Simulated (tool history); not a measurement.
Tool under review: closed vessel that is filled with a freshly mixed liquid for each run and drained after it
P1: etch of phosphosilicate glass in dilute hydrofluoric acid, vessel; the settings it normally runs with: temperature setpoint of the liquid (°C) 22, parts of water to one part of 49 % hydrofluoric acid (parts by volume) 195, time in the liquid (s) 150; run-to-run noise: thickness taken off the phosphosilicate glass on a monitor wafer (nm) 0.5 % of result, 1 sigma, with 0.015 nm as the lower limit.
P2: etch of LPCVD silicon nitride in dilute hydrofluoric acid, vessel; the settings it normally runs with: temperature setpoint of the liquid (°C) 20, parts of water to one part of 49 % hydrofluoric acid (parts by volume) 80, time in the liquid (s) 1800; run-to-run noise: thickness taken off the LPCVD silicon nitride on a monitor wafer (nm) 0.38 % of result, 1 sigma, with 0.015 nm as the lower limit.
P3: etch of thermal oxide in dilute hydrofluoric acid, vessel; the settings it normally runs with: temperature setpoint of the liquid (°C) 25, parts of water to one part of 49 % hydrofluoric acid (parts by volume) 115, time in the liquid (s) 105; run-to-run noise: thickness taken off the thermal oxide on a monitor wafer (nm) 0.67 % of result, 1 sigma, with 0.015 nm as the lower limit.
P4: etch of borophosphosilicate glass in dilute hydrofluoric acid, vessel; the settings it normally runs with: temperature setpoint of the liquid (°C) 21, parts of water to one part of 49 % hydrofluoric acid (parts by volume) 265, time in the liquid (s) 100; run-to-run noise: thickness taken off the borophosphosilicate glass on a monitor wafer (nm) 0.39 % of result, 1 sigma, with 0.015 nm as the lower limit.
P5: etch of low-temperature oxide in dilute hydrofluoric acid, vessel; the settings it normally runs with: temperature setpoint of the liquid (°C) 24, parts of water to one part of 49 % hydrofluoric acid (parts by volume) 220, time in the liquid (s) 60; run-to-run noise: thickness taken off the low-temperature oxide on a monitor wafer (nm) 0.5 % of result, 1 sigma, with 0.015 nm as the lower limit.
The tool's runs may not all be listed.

run	hour	process that ran	temperature setpoint of the liquid (°C)	parts of water to one part of 49 % hydrofluoric acid (parts by volume)	time in the liquid (s)	hours since the thermometer was replaced	hours since the hydrofluoric acid flow meter was replaced	thickness taken off the phosphosilicate glass on a monitor wafer (nm)	thickness taken off the low-temperature oxide on a monitor wafer (nm)	thickness taken off the LPCVD silicon nitride on a monitor wafer (nm)	thickness taken off the borophosphosilicate glass on a monitor wafer (nm)	thickness taken off the thermal oxide on a monitor wafer (nm)
1	6.9	P1	22	195	150	847.9	757.6	47.88				
2	13.1	P5	24	220	60	854.1	763.8		7.6207			
3	18.7	P1	22	60	150	859.7	769.4	181.18				
4	24.4	P1	22	195	150	865.4	775.1	48.339				
5	29.7	P2	20	80	1800	870.7	780.4			7.9032		
6	37.6	P2	20	35	1800	878.6	788.3			17.632		
7	47.1	P4	21	100	100	888.1	797.8				23.127	
8	53.9	P1	22	195	235	894.9	804.6	75.339				
9	59.9	P1	22	195	150	900.9	810.6	48.163				
10	64.5	P1	28.5	195	150	905.5	815.2	60.843				
11	74.2	P5	24	135	60	915.2	824.9		13.741			
12	80	P3	25	185	105	921	830.7					2.5495
13	85	P3	30.5	115	105	926	835.7					5.4881
14	94.9	P1	22	295	150	935.9	845.6	28.862				
15	103.1	P5	18.5	220	60	944.1	853.8		6.2252			
16	107.8	P2	20	80	225	948.8	858.5			0.99481		
17	114.3	P3	25	115	170	955.3	865					7.2043
18	119.3	P1	17	195	150	960.3	870	39.457				
19	127	P2	20	80	1800	968	877.7			7.9316		
20	136.7	P1	22	195	150	977.7	887.4	48.216				
21	144.7	P1	22	60	275	985.7	895.4	334.86				
22	153.4	P4	29.5	265	100	994.4	904.1				9.9073	
23	160.1	P5	24	220	30	1001.1	910.8		3.8239			
24	169.2	P1	22	195	75	1010.2	919.9	23.977				
25	174.5	P4	21	265	170	1015.5	925.2				12.566	
26	179.6	P3	25	115	105	1020.6	930.3					4.4119
27	186.1	P1	22	325	30	1027.1	936.8	5.153				
28	191.9	P1	22	195	150	1032.9	942.6	48.17				
29	196.9	P1	26.5	265	150	1037.9	947.6	38.728				
30	204.9	P5	24	220	60	1045.9	955.6		7.7358			
31	210.7	P2	17	80	1800	1051.7	961.4			6.3913		
32	219.6	P4	21	265	100	1060.6	970.3				7.3191	
33	228.1	P1	22	195	150	1069.1	978.8	48.441				
34	235.9	P1	22	195	150	1076.9	986.6	49.791				
35	241.3	P1	22	195	150	1082.3	992	50.746				
36	247.5	P1	22	195	150	1088.5	998.2	50.851				
37	253.1	P1	22	195	150	1094.1	1003.8	51.645				
38	262.9	P1	22	195	150	1103.9	1013.6	51.713				
39	271.8	P1	22	195	150	1112.8	1022.5	52.193				
40	278.9	P1	22	195	150	1119.9	1029.6	52.138				
41	284.1	P1	22	195	150	1125.1	1034.8	52.311				
42	292.2	P1	22	195	150	1133.2	1042.9	52.521				

What P1 gives has crept away from where it was. These 2 causes fit the log equally well, each at the size given:
A: liquid hotter than its thermometer reads (K) = 2.3
B: hydrofluoric acid flow above the setpoint (%) = 7.45
The process output started creeping at around hour 228.1.

The check runs listed below each take one wafer, and their results are still question marks. Under which run would the listed causes lead to clearly different results?
check 1	300.3	P3	25	115	105							?
check 2	300.3	P5	24	220	60				?			
check 3	300.3	P4	21	265	100						?	
check 4	300.3	P2	20	80	1800					?		

Predicted outcomes, by check and by cause:
check	result	if A	if B
check 1	thickness taken off the thermal oxide on a monitor wafer (nm)	4.8968	4.8644
check 2	thickness taken off the low-temperature oxide on a monitor wafer (nm)	8.3465	8.39
check 3	thickness taken off the borophosphosilicate glass on a monitor wafer (nm)	8.0032	8.0502
check 4	thickness taken off the LPCVD silicon nitride on a monitor wafer (nm)	9.2649	8.4993
Distance between the nearest two causes, measured in the result of the check that separates them most: check 1 0.66 %; check 2 0.52 %; check 3 0.59 %; check 4 8.62 %
Of the check runs offered, only check 4 discriminates between the causes; the rest would read about the same regardless of which cause applies.

Check 4 has now been run. It gave: thickness taken off the LPCVD silicon nitride on a monitor wafer (nm) 9.3291. Which of the candidate causes is it?

It was cause A: liquid hotter than its thermometer reads (K).

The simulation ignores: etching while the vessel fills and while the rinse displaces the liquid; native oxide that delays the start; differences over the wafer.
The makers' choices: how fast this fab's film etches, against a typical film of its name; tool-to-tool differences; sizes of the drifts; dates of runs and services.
